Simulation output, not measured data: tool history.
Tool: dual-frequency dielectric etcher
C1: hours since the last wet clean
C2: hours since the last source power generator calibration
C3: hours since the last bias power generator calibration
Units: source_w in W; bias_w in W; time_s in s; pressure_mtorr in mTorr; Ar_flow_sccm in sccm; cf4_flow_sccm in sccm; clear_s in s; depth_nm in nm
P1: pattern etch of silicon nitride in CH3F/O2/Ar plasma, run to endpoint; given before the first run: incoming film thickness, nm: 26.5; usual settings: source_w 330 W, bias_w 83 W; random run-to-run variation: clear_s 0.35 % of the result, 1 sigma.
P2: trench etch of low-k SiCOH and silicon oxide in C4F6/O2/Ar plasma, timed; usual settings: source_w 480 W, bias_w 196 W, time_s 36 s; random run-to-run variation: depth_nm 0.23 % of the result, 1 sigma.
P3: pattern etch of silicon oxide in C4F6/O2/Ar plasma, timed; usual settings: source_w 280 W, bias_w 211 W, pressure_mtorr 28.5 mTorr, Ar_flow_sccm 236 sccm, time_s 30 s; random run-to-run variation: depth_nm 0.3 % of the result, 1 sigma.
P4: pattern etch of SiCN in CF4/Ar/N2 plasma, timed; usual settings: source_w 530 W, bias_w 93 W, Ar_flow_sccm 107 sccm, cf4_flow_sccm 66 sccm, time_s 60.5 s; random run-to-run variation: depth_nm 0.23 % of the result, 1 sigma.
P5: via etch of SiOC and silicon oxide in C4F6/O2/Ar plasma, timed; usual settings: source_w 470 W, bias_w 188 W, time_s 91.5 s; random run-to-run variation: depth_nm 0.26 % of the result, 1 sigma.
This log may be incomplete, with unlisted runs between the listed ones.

{"run": 1, "hour": 4.5, "process": "P1", "source_w": 330, "bias_w": 83, "C1": 174.7, "C2": 2330.7, "C3": 1643.6, "clear_s": 38.959}
{"run": 2, "hour": 8.8, "process": "P2", "source_w": 480, "bias_w": 196, "time_s": 20.5, "C1": 179, "C2": 2335, "C3": 1647.9, "depth_nm": 71.492}
{"run": 3, "hour": 13.1, "process": "P3", "source_w": 280, "bias_w": 211, "time_s": 30, "pressure_mtorr": 28.5, "Ar_flow_sccm": 236, "C1": 183.3, "C2": 2339.3, "C3": 1652.2, "depth_nm": 87.041}
{"run": 4, "hour": 16.4, "process": "P2", "source_w": 480, "bias_w": 196, "time_s": 36, "C1": 186.6, "C2": 2342.6, "C3": 1655.5, "depth_nm": 126.42}
{"run": 5, "hour": 20.3, "process": "P1", "source_w": 250, "bias_w": 115, "C1": 190.5, "C2": 2346.5, "C3": 1659.4, "clear_s": 38.229}
{"run": 6, "hour": 26.0, "process": "P1", "source_w": 390, "bias_w": 83, "C1": 196.2, "C2": 2352.2, "C3": 1665.1, "clear_s": 36.704}
{"run": 7, "hour": 29.2, "process": "P4", "source_w": 530, "bias_w": 93, "time_s": 36, "Ar_flow_sccm": 107, "cf4_flow_sccm": 66, "C1": 199.4, "C2": 2355.4, "C3": 1668.3, "depth_nm": 37.896}
{"run": 8, "hour": 35.2, "process": "P1", "source_w": 420, "bias_w": 53, "C1": 205.4, "C2": 2361.4, "C3": 1674.3, "clear_s": 41.238}
{"run": 9, "hour": 39.1, "process": "P3", "source_w": 180, "bias_w": 211, "time_s": 30, "pressure_mtorr": 28.5, "Ar_flow_sccm": 236, "C1": 209.3, "C2": 2365.3, "C3": 1678.2, "depth_nm": 73.767}
{"run": 10, "hour": 41.9, "process": "P5", "source_w": 470, "bias_w": 188, "time_s": 122.5, "C1": 212.1, "C2": 2368.1, "C3": 1681, "depth_nm": 144.39}
{"run": 11, "hour": 47.1, "process": "P5", "source_w": 350, "bias_w": 188, "time_s": 91.5, "C1": 217.3, "C2": 2373.3, "C3": 1686.2, "depth_nm": 96.362}
{"run": 12, "hour": 50.1, "process": "P1", "source_w": 430, "bias_w": 103, "C1": 220.3, "C2": 2376.3, "C3": 1689.2, "clear_s": 32.647}
{"run": 13, "hour": 54.3, "process": "P3", "source_w": 280, "bias_w": 157, "time_s": 30, "pressure_mtorr": 28.5, "Ar_flow_sccm": 236, "C1": 224.5, "C2": 2380.5, "C3": 1693.4, "depth_nm": 79.04}
{"run": 14, "hour": 58.2, "process": "P4", "source_w": 530, "bias_w": 93, "time_s": 60.5, "Ar_flow_sccm": 107, "cf4_flow_sccm": 66, "C1": 228.4, "C2": 2384.4, "C3": 1697.3, "depth_nm": 63.597}
{"run": 15, "hour": 62.5, "process": "P3", "source_w": 280, "bias_w": 211, "time_s": 20.5, "pressure_mtorr": 28.5, "Ar_flow_sccm": 236, "C1": 232.7, "C2": 2388.7, "C3": 1701.6, "depth_nm": 59.848}
{"run": 16, "hour": 67.1, "process": "P5", "source_w": 470, "bias_w": 188, "time_s": 91.5, "C1": 237.3, "C2": 2393.3, "C3": 1706.2, "depth_nm": 108.2}
{"run": 17, "hour": 70.3, "process": "P2", "source_w": 480, "bias_w": 196, "time_s": 36, "C1": 240.5, "C2": 2396.5, "C3": 1709.4, "depth_nm": 125.98}
{"run": 18, "hour": 75.6, "process": "P2", "source_w": 660, "bias_w": 196, "time_s": 36, "C1": 245.8, "C2": 2401.8, "C3": 1714.7, "depth_nm": 142.23}
{"run": 19, "hour": 81.4, "process": "P3", "source_w": 280, "bias_w": 211, "time_s": 30, "pressure_mtorr": 28.5, "Ar_flow_sccm": 169, "C1": 251.6, "C2": 2407.6, "C3": 1720.5, "depth_nm": 90.49}
{"run": 20, "hour": 86.3, "process": "P1", "source_w": 330, "bias_w": 83, "C1": 256.5, "C2": 2412.5, "C3": 1725.4, "clear_s": 38.807}
{"run": 21, "hour": 89.4, "process": "P1", "source_w": 330, "bias_w": 54, "C1": 259.6, "C2": 2415.6, "C3": 1728.5, "clear_s": 45.366}
{"run": 22, "hour": 93.3, "process": "P3", "source_w": 280, "bias_w": 211, "time_s": 30, "pressure_mtorr": 36, "Ar_flow_sccm": 236, "C1": 263.5, "C2": 2419.5, "C3": 1732.4, "depth_nm": 84.554}
{"run": 23, "hour": 97.2, "process": "P4", "source_w": 530, "bias_w": 93, "time_s": 60.5, "Ar_flow_sccm": 107, "cf4_flow_sccm": 66, "C1": 267.4, "C2": 2423.4, "C3": 1736.3, "depth_nm": 63.711}
{"run": 24, "hour": 103.1, "process": "P4", "source_w": 530, "bias_w": 93, "time_s": 60.5, "Ar_flow_sccm": 80, "cf4_flow_sccm": 66, "C1": 273.3, "C2": 2429.3, "C3": 1742.2, "depth_nm": 66.524}
{"run": 25, "hour": 109.1, "process": "P4", "source_w": 370, "bias_w": 93, "time_s": 60.5, "Ar_flow_sccm": 107, "cf4_flow_sccm": 66, "C1": 279.3, "C2": 2435.3, "C3": 1748.2, "depth_nm": 46.785}
{"run": 26, "hour": 112.4, "process": "P1", "source_w": 200, "bias_w": 83, "C1": 282.6, "C2": 2438.6, "C3": 1751.5, "clear_s": 46.87}
{"run": 27, "hour": 115.6, "process": "P4", "source_w": 530, "bias_w": 74, "time_s": 60.5, "Ar_flow_sccm": 107, "cf4_flow_sccm": 66, "C1": 285.8, "C2": 2441.8, "C3": 1754.7, "depth_nm": 58.612}
{"run": 28, "hour": 120.2, "process": "P5", "source_w": 470, "bias_w": 188, "time_s": 91.5, "C1": 290.4, "C2": 2446.4, "C3": 1759.3, "depth_nm": 108.71}
{"run": 29, "hour": 125.0, "process": "P1", "source_w": 330, "bias_w": 115, "C1": 295.2, "C2": 2451.2, "C3": 1764.1, "clear_s": 34.492}
{"run": 30, "hour": 127.7, "process": "P2", "source_w": 480, "bias_w": 277, "time_s": 36, "C1": 297.9, "C2": 2453.9, "C3": 1766.8, "depth_nm": 141.05}
{"run": 31, "hour": 130.5, "process": "P1", "source_w": 330, "bias_w": 83, "C1": 300.7, "C2": 2456.7, "C3": 1769.6, "clear_s": 38.609}
{"run": 32, "hour": 134.6, "process": "P5", "source_w": 470, "bias_w": 230, "time_s": 91.5, "C1": 304.8, "C2": 2460.8, "C3": 1773.7, "depth_nm": 115.68}
{"run": 33, "hour": 138.9, "process": "P1", "source_w": 330, "bias_w": 83, "C1": 309.1, "C2": 2465.1, "C3": 1778, "clear_s": 38.809}
{"run": 34, "hour": 142.3, "process": "P4", "source_w": 530, "bias_w": 93, "time_s": 60.5, "Ar_flow_sccm": 107, "cf4_flow_sccm": 81, "C1": 312.5, "C2": 2468.5, "C3": 1781.4, "depth_nm": 65.491}
{"run": 35, "hour": 145.5, "process": "P1", "source_w": 330, "bias_w": 83, "C1": 315.7, "C2": 2471.7, "C3": 1784.6, "clear_s": 39.205}
{"run": 36, "hour": 149.3, "process": "P1", "source_w": 330, "bias_w": 83, "C1": 319.5, "C2": 2475.5, "C3": 1788.4, "clear_s": 38.737}
{"run": 37, "hour": 153.8, "process": "P1", "source_w": 330, "bias_w": 83, "C1": 324, "C2": 2480, "C3": 1792.9, "clear_s": 39.177}
{"run": 38, "hour": 156.8, "process": "P1", "source_w": 330, "bias_w": 83, "C1": 327, "C2": 2483, "C3": 1795.9, "clear_s": 39.37}
{"run": 39, "hour": 162.5, "process": "P1", "source_w": 330, "bias_w": 83, "C1": 332.7, "C2": 2488.7, "C3": 1801.6, "clear_s": 39.501}
{"run": 40, "hour": 165.7, "process": "P1", "source_w": 330, "bias_w": 83, "C1": 335.9, "C2": 2491.9, "C3": 1804.8, "clear_s": 39.495}
{"run": 41, "hour": 170.6, "process": "P1", "source_w": 330, "bias_w": 83, "C1": 340.8, "C2": 2496.8, "C3": 1809.7, "clear_s": 39.475}
{"hour": 173.3, "done": "wet clean of the chamber"}
{"run": 42, "hour": 176.1, "process": "P1", "source_w": 330, "bias_w": 83, "C1": 2.9, "C2": 2502.3, "C3": 1815.2, "clear_s": 39.528}
{"run": 43, "hour": 181.5, "process": "P1", "source_w": 330, "bias_w": 83, "C1": 8.3, "C2": 2507.7, "C3": 1820.6, "clear_s": 39.462}
{"run": 44, "hour": 186.9, "process": "P1", "source_w": 330, "bias_w": 83, "C1": 13.7, "C2": 2513.1, "C3": 1826, "clear_s": 39.731}
{"run": 45, "hour": 190.1, "process": "P1", "source_w": 330, "bias_w": 83, "C1": 16.9, "C2": 2516.3, "C3": 1829.2, "clear_s": 39.732}

P1 has crept away from where it was. The log is fitted equally well by each of these 2 causes, at the sizes shown:
A: bias power that arrives under what is set, % = 4.78
B: source power that arrives under what is set, % = 4.56
The onset of the drift is placed at about hour 149.3.
Every other cause this tool's parts could produce, and why it does not fit the log:
chamber walls in a state that lowers the etch rate, %: work on it at hour 173.3, done after the drift set in, did not restore what the process gave before

Listed below are the offered check runs, one wafer per run, with question marks in place of results. For which of them would the causes give clearly different outcomes?
{"run": "check 1", "hour": 193.3, "process": "P2", "source_w": 480, "bias_w": 196, "time_s": 36, "depth_nm": "?"}
{"run": "check 2", "hour": 193.3, "process": "P5", "source_w": 470, "bias_w": 188, "time_s": 91.5, "depth_nm": "?"}
{"run": "check 3", "hour": 193.3, "process": "P4", "source_w": 530, "bias_w": 93, "time_s": 60.5, "Ar_flow_sccm": 107, "cf4_flow_sccm": 66, "depth_nm": "?"}
{"run": "check 4", "hour": 193.3, "process": "P3", "source_w": 280, "bias_w": 211, "time_s": 30, "pressure_mtorr": 28.5, "Ar_flow_sccm": 236, "depth_nm": "?"}

What every check run would give for each of its results, assuming each possible cause in turn:
check=check_1 result=depth_nm if_A=124.01 if_B=123.67
check=check_2 result=depth_nm if_A=106.49 if_B=106.23
check=check_3 result=depth_nm if_A=62.627 if_B=61.217
check=check_4 result=depth_nm if_A=85.851 if_B=85.718
Smallest distance between any two causes, each pair judged by its most separating result, in per cent: check 1 0.27 %; check 2 0.24 %; check 3 2.28 %; check 4 0.16 %
Check 3 tells the causes apart: in the others they would give nearly the same result.

With check 3 done, the readings were: depth_nm 61.098 nm. Identify which of the listed causes applies.

The cause is B: source power that arrives under what is set, %.
